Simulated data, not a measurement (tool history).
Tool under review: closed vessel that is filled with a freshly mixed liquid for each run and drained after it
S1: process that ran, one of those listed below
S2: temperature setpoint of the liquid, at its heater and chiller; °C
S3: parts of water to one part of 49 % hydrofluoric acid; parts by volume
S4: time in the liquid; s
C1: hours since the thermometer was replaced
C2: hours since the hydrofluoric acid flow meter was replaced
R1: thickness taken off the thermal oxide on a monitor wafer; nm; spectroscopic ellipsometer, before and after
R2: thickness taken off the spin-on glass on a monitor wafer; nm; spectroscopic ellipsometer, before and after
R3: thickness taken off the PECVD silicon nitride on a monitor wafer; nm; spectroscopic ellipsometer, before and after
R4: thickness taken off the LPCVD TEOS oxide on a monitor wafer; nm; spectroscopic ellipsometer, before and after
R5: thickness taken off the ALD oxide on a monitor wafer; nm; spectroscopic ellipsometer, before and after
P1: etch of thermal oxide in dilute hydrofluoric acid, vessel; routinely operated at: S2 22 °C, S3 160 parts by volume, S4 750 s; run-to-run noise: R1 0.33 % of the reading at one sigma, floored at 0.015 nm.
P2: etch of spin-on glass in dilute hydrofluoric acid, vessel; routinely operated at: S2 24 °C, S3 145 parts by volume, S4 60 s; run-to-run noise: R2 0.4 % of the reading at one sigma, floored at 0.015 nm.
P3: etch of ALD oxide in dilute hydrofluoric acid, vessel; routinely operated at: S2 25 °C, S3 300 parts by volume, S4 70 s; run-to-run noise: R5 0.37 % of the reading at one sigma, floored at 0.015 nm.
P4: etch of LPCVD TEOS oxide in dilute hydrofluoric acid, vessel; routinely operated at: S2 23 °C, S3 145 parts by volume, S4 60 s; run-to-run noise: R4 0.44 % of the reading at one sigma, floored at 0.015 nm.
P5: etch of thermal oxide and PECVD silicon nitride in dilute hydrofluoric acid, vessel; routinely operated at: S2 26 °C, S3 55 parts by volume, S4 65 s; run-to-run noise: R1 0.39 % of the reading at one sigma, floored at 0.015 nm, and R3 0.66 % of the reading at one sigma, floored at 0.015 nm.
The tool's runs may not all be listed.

| run | hour | S1 | S2 | S3 | S4 | C1 | C2 | R1 | R2 | R3 | R4 | R5 |
|---|---|---|---|---|---|---|---|---|---|---|---|---|
| 1 | 4 | P1 | 22 | 160 | 750 | 535.9 | 200 | 18.936 |  |  |  |  |
| 2 | 6.7 | P2 | 17 | 145 | 60 | 538.6 | 202.7 |  | 14.955 |  |  |  |
| 3 | 11.3 | P5 | 21 | 55 | 65 | 543.2 | 207.3 | 4.9963 |  | 2.8456 |  |  |
| 4 | 15 | P4 | 23 | 145 | 100 | 546.9 | 211 |  |  |  | 35.084 |  |
| 5 | 17.6 | P2 | 24 | 145 | 60 | 549.5 | 213.6 |  | 19.66 |  |  |  |
| 6 | 22.8 | P3 | 25 | 300 | 30 | 554.7 | 218.8 |  |  |  |  | 2.6827 |
| 7 | 26.3 | P1 | 22 | 160 | 750 | 558.2 | 222.3 | 19.051 |  |  |  |  |
| 8 | 29 | P2 | 24 | 145 | 30 | 560.9 | 225 |  | 9.9023 |  |  |  |
| 9 | 33.2 | P1 | 22 | 35 | 750 | 565.1 | 229.2 | 100.76 |  |  |  |  |
| 10 | 36.2 | P1 | 22 | 230 | 750 | 568.1 | 232.2 | 12.217 |  |  |  |  |
| 11 | 39.5 | P3 | 25 | 55 | 70 | 571.4 | 235.5 |  |  |  |  | 44.746 |
| 12 | 42.8 | P1 | 22 | 160 | 750 | 574.7 | 238.8 | 19.065 |  |  |  |  |
| 13 | 46.9 | P1 | 22 | 160 | 420 | 578.8 | 242.9 | 10.666 |  |  |  |  |
| 14 | 51.7 | P5 | 26 | 55 | 130 | 583.6 | 247.7 | 12.284 |  | 7.8939 |  |  |
| 15 | 55.1 | P1 | 17 | 160 | 750 | 587 | 251.1 | 15.716 |  |  |  |  |
| 16 | 60.1 | P2 | 24 | 200 | 60 | 592 | 256.1 |  | 13.394 |  |  |  |
| 17 | 63.9 | P4 | 23 | 90 | 60 | 595.8 | 259.9 |  |  |  | 35.839 |  |
| 18 | 68.6 | P2 | 24 | 145 | 60 | 600.5 | 264.6 |  | 19.786 |  |  |  |
| 19 | 71.9 | P3 | 30 | 300 | 70 | 603.8 | 267.9 |  |  |  |  | 7.3559 |
| 20 | 76.7 | P1 | 22 | 160 | 750 | 608.6 | 272.7 | 18.971 |  |  |  |  |
| 21 | 81.6 | P4 | 23 | 145 | 60 | 613.5 | 277.6 |  |  |  | 20.991 |  |
| 22 | 84.4 | P4 | 23 | 145 | 60 | 616.3 | 280.4 |  |  |  | 20.95 |  |
| 23 | 88.3 | P1 | 22 | 160 | 750 | 620.2 | 284.3 | 18.827 |  |  |  |  |
| 24 | 93.6 | P1 | 22 | 160 | 1230 | 625.5 | 289.6 | 31.077 |  |  |  |  |
| 25 | 96.9 | P4 | 28.5 | 145 | 60 | 628.8 | 292.9 |  |  |  | 25.994 |  |
| 26 | 99.7 | P5 | 26 | 55 | 65 | 631.6 | 295.7 | 6.0975 |  | 3.9856 |  |  |
| 27 | 103.8 | P3 | 25 | 300 | 70 | 635.7 | 299.8 |  |  |  |  | 6.231 |
| 28 | 107.2 | P1 | 29 | 160 | 1305 | 639.1 | 303.2 | 43.008 |  |  |  |  |
| 29 | 110.7 | P1 | 22 | 160 | 750 | 642.6 | 306.7 | 18.972 |  |  |  |  |
| 30 | 115.4 | P1 | 22 | 160 | 750 | 647.3 | 311.4 | 19.023 |  |  |  |  |
| 31 | 120.2 | P1 | 22 | 275 | 1435 | 652.1 | 316.2 | 18.814 |  |  |  |  |
|  | 121.3 | hydrofluoric acid flow meter replaced |
| 32 | 125.2 | P1 | 26.5 | 160 | 750 | 657.1 | 4 | 22.65 |  |  |  |  |
| 33 | 130.5 | P5 | 26 | 90 | 65 | 662.4 | 9.3 | 3.558 |  | 2.4192 |  |  |
| 34 | 133.2 | P3 | 25 | 300 | 70 | 665.1 | 12 |  |  |  |  | 6.2226 |
| 35 | 136.5 | P1 | 22 | 160 | 750 | 668.4 | 15.3 | 18.891 |  |  |  |  |
| 36 | 139.7 | P1 | 22 | 160 | 750 | 671.6 | 18.5 | 18.733 |  |  |  |  |
| 37 | 145.1 | P1 | 22 | 160 | 750 | 677 | 23.9 | 18.202 |  |  |  |  |
| 38 | 148.2 | P1 | 22 | 160 | 750 | 680.1 | 27 | 18.243 |  |  |  |  |
| 39 | 153.9 | P1 | 22 | 160 | 750 | 685.8 | 32.7 | 17.95 |  |  |  |  |
| 40 | 159.2 | P1 | 22 | 160 | 750 | 691.1 | 38 | 17.849 |  |  |  |  |
| 41 | 161.9 | P1 | 22 | 160 | 750 | 693.8 | 40.7 | 17.725 |  |  |  |  |
| 42 | 167.2 | P1 | 22 | 160 | 750 | 699.1 | 46 | 17.702 |  |  |  |  |
| 43 | 169.9 | P1 | 22 | 160 | 750 | 701.8 | 48.7 | 17.607 |  |  |  |  |
| 44 | 174.7 | P1 | 22 | 160 | 750 | 706.6 | 53.5 | 17.618 |  |  |  |  |
| 45 | 179.7 | P1 | 22 | 160 | 750 | 711.6 | 58.5 | 17.675 |  |  |  |  |
| 46 | 184.7 | P1 | 22 | 160 | 750 | 716.6 | 63.5 | 17.628 |  |  |  |  |

P1 no longer gives what it gave before; its output has crept away from where it was. The following 2 causes, each at its listed size, fit the log equally well:
A: hydrofluoric acid flow below the setpoint (%) = 6.02
B: liquid colder than its thermometer reads (K) = 1.87
Creep in the process output first set in at about hour 136.5.

Each of the 4 check runs below uses one wafer; its results are left as question marks. Which run tells the causes apart?
| check 1 | 189.7 | P3 | 29.5 | 65 | 70 |  |  |  |  |  |  | ? |
| check 2 | 189.7 | P5 | 26 | 55 | 125 |  |  | ? |  | ? |  |  |
| check 3 | 189.7 | P4 | 27.5 | 145 | 60 |  |  |  |  |  | ? |  |
| check 4 | 189.7 | P2 | 17 | 200 | 60 |  |  |  | ? |  |  |  |

Predicted outcomes, by check and by cause:
| check | result | if A | if B |
|---|---|---|---|
| check 1 | R5 | 41.745 | 41.535 |
| check 2 | R1 | 11.041 | 10.941 |
| check 2 | R3 | 7.2119 | 6.7667 |
| check 3 | R4 | 23.131 | 23.216 |
| check 4 | R2 | 9.5037 | 9.4885 |
Distance between the nearest two causes, measured in the result of the check that separates them most: check 1 0.5 %; check 2 6.37 %; check 3 0.37 %; check 4 0.16 %
Only in check 2 would the causes give clearly different results; in the remaining checks their results would be nearly the same.

Here is what check 2 returned: R1 10.901 nm; R3 6.8454 nm. Which cause is it?

The cause is B: liquid colder than its thermometer reads (K).

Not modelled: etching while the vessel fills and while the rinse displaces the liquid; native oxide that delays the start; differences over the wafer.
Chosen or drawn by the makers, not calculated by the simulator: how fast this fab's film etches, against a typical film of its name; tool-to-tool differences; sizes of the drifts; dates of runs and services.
